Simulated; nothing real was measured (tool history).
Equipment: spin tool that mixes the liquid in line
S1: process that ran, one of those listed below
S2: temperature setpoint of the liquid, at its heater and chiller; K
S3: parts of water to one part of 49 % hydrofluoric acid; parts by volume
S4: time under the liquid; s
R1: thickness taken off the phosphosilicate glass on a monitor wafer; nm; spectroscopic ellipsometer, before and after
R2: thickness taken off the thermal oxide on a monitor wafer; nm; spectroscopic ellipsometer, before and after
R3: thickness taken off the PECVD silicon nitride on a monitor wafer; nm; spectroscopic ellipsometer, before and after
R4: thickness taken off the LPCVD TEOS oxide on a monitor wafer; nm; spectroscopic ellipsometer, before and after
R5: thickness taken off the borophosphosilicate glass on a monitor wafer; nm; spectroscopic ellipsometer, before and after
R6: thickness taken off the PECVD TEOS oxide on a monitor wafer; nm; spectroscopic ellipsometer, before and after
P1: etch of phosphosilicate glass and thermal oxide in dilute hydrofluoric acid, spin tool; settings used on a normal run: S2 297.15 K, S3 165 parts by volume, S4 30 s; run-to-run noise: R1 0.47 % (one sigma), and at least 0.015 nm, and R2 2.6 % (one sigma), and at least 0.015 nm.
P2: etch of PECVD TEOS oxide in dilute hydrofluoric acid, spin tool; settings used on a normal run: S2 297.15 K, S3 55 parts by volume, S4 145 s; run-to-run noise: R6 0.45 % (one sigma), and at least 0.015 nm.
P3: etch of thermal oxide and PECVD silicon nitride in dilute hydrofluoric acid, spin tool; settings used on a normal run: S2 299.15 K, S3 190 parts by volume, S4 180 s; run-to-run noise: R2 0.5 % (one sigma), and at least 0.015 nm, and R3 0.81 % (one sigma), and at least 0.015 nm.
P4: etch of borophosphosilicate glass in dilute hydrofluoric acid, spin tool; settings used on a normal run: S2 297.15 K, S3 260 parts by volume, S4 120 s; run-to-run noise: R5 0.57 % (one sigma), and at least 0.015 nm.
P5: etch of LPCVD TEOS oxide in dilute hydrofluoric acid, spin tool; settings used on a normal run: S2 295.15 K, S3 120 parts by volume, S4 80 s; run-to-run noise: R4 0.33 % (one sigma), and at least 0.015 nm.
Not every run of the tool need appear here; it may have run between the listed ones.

{"run": 1, "hour": 8.5, "S1": "P1", "S2": 297.15, "S3": 165, "S4": 30, "R1": 20.962, "R2": 0.84313}
{"run": 2, "hour": 20.9, "S1": "P3", "S2": 294.65, "S3": 190, "S4": 180, "R2": 3.776, "R3": 2.1026}
{"run": 3, "hour": 30.4, "S1": "P1", "S2": 297.15, "S3": 165, "S4": 30, "R1": 20.982, "R2": 0.8531}
{"run": 4, "hour": 39.5, "S1": "P5", "S2": 295.15, "S3": 120, "S4": 15, "R4": 4.7134}
{"run": 5, "hour": 49.5, "S1": "P1", "S2": 297.15, "S3": 165, "S4": 50, "R1": 34.891, "R2": 1.3464}
{"run": 6, "hour": 58.5, "S1": "P4", "S2": 291.15, "S3": 260, "S4": 120, "R5": 15.955}
{"run": 7, "hour": 72.6, "S1": "P3", "S2": 299.15, "S3": 190, "S4": 325, "R2": 8.0957, "R3": 5.1805}
{"run": 8, "hour": 79.8, "S1": "P1", "S2": 297.15, "S3": 165, "S4": 30, "R1": 21.019, "R2": 0.88951}
{"run": 9, "hour": 92.4, "S1": "P5", "S2": 295.15, "S3": 60, "S4": 80, "R4": 54.637}
{"run": 10, "hour": 100.9, "S1": "P5", "S2": 300.65, "S3": 120, "S4": 80, "R4": 31.468}
{"run": 11, "hour": 114.8, "S1": "P3", "S2": 299.15, "S3": 80, "S4": 180, "R2": 12.201, "R3": 6.7029}
{"run": 12, "hour": 128.4, "S1": "P2", "S2": 297.15, "S3": 55, "S4": 145, "R6": 29.977}
{"run": 13, "hour": 139.4, "S1": "P4", "S2": 297.15, "S3": 360, "S4": 120, "R5": 13.179}
{"run": 14, "hour": 153.4, "S1": "P3", "S2": 299.15, "S3": 190, "S4": 180, "R2": 4.4283, "R3": 2.851}
{"run": 15, "hour": 160.8, "S1": "P1", "S2": 297.15, "S3": 255, "S4": 30, "R1": 12.365, "R2": 0.51583}
{"run": 16, "hour": 174.8, "S1": "P2", "S2": 297.15, "S3": 95, "S4": 145, "R6": 16.592}
{"run": 17, "hour": 184.7, "S1": "P1", "S2": 297.15, "S3": 95, "S4": 15, "R1": 19.664, "R2": 0.83286}
{"run": 18, "hour": 195.4, "S1": "P4", "S2": 297.15, "S3": 260, "S4": 225, "R5": 37.69}
{"run": 19, "hour": 208.6, "S1": "P2", "S2": 304.65, "S3": 55, "S4": 145, "R6": 40.623}
{"run": 20, "hour": 216.5, "S1": "P1", "S2": 297.15, "S3": 165, "S4": 15, "R1": 10.57, "R2": 0.43759}
{"run": 21, "hour": 229.0, "S1": "P1", "S2": 297.15, "S3": 105, "S4": 30, "R1": 35.287, "R2": 1.4735}
{"run": 22, "hour": 237.4, "S1": "P1", "S2": 290.65, "S3": 165, "S4": 30, "R1": 16.287, "R2": 0.67592}
{"run": 23, "hour": 244.5, "S1": "P1", "S2": 304.15, "S3": 165, "S4": 30, "R1": 27.114, "R2": 1.098}
{"run": 24, "hour": 256.2, "S1": "P1", "S2": 297.15, "S3": 165, "S4": 30, "R1": 20.95, "R2": 0.86806}
{"run": 25, "hour": 265.4, "S1": "P2", "S2": 297.15, "S3": 55, "S4": 15, "R6": 3.1089}
{"run": 26, "hour": 277.3, "S1": "P1", "S2": 297.15, "S3": 165, "S4": 30, "R1": 20.92, "R2": 0.86533}
{"hour": 284.2, "done": "thermometer replaced"}
{"run": 27, "hour": 291.0, "S1": "P1", "S2": 297.15, "S3": 165, "S4": 30, "R1": 20.985, "R2": 0.89053}
{"run": 28, "hour": 301.5, "S1": "P5", "S2": 295.15, "S3": 120, "S4": 80, "R4": 25.494}
{"run": 29, "hour": 311.5, "S1": "P4", "S2": 297.15, "S3": 260, "S4": 120, "R5": 20.008}
{"run": 30, "hour": 322.3, "S1": "P1", "S2": 297.15, "S3": 165, "S4": 30, "R1": 20.908, "R2": 0.90807}
{"run": 31, "hour": 333.4, "S1": "P1", "S2": 297.15, "S3": 165, "S4": 30, "R1": 20.494, "R2": 0.81339}
{"run": 32, "hour": 343.4, "S1": "P1", "S2": 297.15, "S3": 165, "S4": 30, "R1": 20.185, "R2": 0.81501}
{"run": 33, "hour": 350.7, "S1": "P1", "S2": 297.15, "S3": 165, "S4": 30, "R1": 20.011, "R2": 0.8795}
{"run": 34, "hour": 357.1, "S1": "P1", "S2": 297.15, "S3": 165, "S4": 30, "R1": 19.959, "R2": 0.85845}
{"run": 35, "hour": 363.8, "S1": "P1", "S2": 297.15, "S3": 165, "S4": 30, "R1": 19.798, "R2": 0.81995}
{"run": 36, "hour": 373.9, "S1": "P1", "S2": 297.15, "S3": 165, "S4": 30, "R1": 19.751, "R2": 0.84249}
{"run": 37, "hour": 384.9, "S1": "P1", "S2": 297.15, "S3": 165, "S4": 30, "R1": 19.771, "R2": 0.80801}
{"run": 38, "hour": 392.4, "S1": "P1", "S2": 297.15, "S3": 165, "S4": 30, "R1": 19.807, "R2": 0.7588}
{"run": 39, "hour": 406.2, "S1": "P1", "S2": 297.15, "S3": 165, "S4": 30, "R1": 19.837, "R2": 0.85237}
{"run": 40, "hour": 413.4, "S1": "P1", "S2": 297.15, "S3": 165, "S4": 30, "R1": 19.698, "R2": 0.7956}
{"run": 41, "hour": 427.0, "S1": "P1", "S2": 297.15, "S3": 165, "S4": 30, "R1": 19.719, "R2": 0.80049}

Something has made what P1 gives creep away from where it was; the 2 causes below, each at its own stated size, fit the log equally well:
A: liquid colder than its thermometer reads (K) = 1.61
B: hydrofluoric acid flow below the setpoint (%) = 5.02
The creep began at about hour 322.3.

Of the 4 check runs below, each run on 2 wafers with the results averaged and each result still a question mark, which one would tell the listed causes apart?
{"run": "check 1", "hour": 440.6, "S1": "P2", "S2": 297.15, "S3": 85, "S4": 40, "R6": "?"}
{"run": "check 2", "hour": 440.6, "S1": "P5", "S2": 299.15, "S3": 120, "S4": 50, "R4": "?"}
{"run": "check 3", "hour": 440.6, "S1": "P4", "S2": 297.15, "S3": 260, "S4": 225, "R5": "?"}
{"run": "check 4", "hour": 440.6, "S1": "P3", "S2": 299.15, "S3": 110, "S4": 180, "R2": "?", "R3": "?"}

What every check run would give for each of its results, assuming each possible cause in turn:
check=check_1 result=R6 if_A=4.8517 if_B=4.8899
check=check_2 result=R4 if_A=17.429 if_B=17.477
check=check_3 result=R5 if_A=35.348 if_B=35.086
check=check_4 result=R2 if_A=7.9737 if_B=8.0042
check=check_4 result=R3 if_A=4.4139 if_B=4.656
Per check, the gap between the least separated pair of causes, taken in the result that splits them most: check 1 0.78 %; check 2 0.28 %; check 3 0.74 %; check 4 5.34 %
Check 4 is the one run that separates the causes; every other check would come out nearly the same whichever cause is at work.

The results of check 4 are: R2 8.0726 nm; R3 4.6468 nm. Based on these, which of the listed causes is it?

It is B: hydrofluoric acid flow below the setpoint (%).
